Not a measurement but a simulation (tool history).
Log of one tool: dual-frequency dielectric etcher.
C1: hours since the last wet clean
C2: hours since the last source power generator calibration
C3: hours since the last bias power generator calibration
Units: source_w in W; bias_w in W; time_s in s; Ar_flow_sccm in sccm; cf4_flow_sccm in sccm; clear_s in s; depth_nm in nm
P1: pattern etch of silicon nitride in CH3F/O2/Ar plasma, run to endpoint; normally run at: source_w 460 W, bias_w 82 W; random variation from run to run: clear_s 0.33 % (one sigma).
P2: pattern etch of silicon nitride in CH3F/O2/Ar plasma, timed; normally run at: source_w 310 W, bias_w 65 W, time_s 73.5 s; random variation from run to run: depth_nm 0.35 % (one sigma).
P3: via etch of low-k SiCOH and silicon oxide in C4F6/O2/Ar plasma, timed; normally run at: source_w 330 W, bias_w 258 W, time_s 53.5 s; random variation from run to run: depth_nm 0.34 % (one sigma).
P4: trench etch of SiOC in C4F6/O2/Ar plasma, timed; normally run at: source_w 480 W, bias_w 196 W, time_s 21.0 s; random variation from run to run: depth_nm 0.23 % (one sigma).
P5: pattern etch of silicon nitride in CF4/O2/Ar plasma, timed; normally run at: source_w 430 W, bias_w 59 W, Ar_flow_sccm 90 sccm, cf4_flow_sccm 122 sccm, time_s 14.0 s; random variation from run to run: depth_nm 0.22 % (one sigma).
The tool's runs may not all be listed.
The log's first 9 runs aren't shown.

run 10 hour=55.7 | process=P5 source_w=430 bias_w=59 time_s=10.5 Ar_flow_sccm=90 cf4_flow_sccm=122 | C1=332.6 C2=452.3 C3=1803.7 | depth_nm=19.271
run 11 hour=59.1 | process=P5 source_w=430 bias_w=59 time_s=14.0 Ar_flow_sccm=90 cf4_flow_sccm=122 | C1=336.0 C2=455.7 C3=1807.1 | depth_nm=25.609
run 12 hour=63.1 | process=P3 source_w=330 bias_w=258 time_s=39.5 | C1=340.0 C2=459.7 C3=1811.1 | depth_nm=106.340
run 13 hour=69.7 | process=P3 source_w=330 bias_w=258 time_s=53.5 | C1=346.6 C2=466.3 C3=1817.7 | depth_nm=144.810
run 14 hour=73.4 | process=P1 source_w=460 bias_w=82 | C1=350.3 C2=470.0 C3=1821.4 | clear_s=37.696
run 15 hour=78.9 | process=P4 source_w=480 bias_w=196 time_s=30.5 | C1=355.8 C2=475.5 C3=1826.9 | depth_nm=69.154
run 16 hour=85.2 | process=P1 source_w=590 bias_w=59 | C1=362.1 C2=481.8 C3=1833.2 | clear_s=38.263
run 17 hour=92.6 | process=P2 source_w=310 bias_w=65 time_s=73.5 | C1=369.5 C2=489.2 C3=1840.6 | depth_nm=44.726
run 18 hour=98.2 | process=P4 source_w=310 bias_w=196 time_s=21.0 | C1=375.1 C2=494.8 C3=1846.2 | depth_nm=39.990

Forecast run 19:
run 19 hour=105.8 | process=P2 source_w=410 bias_w=65 time_s=73.5 | C1=382.7 C2=502.4 C3=1853.8 | depth_nm=?

{"run 19": {"depth_nm": 49.554}}

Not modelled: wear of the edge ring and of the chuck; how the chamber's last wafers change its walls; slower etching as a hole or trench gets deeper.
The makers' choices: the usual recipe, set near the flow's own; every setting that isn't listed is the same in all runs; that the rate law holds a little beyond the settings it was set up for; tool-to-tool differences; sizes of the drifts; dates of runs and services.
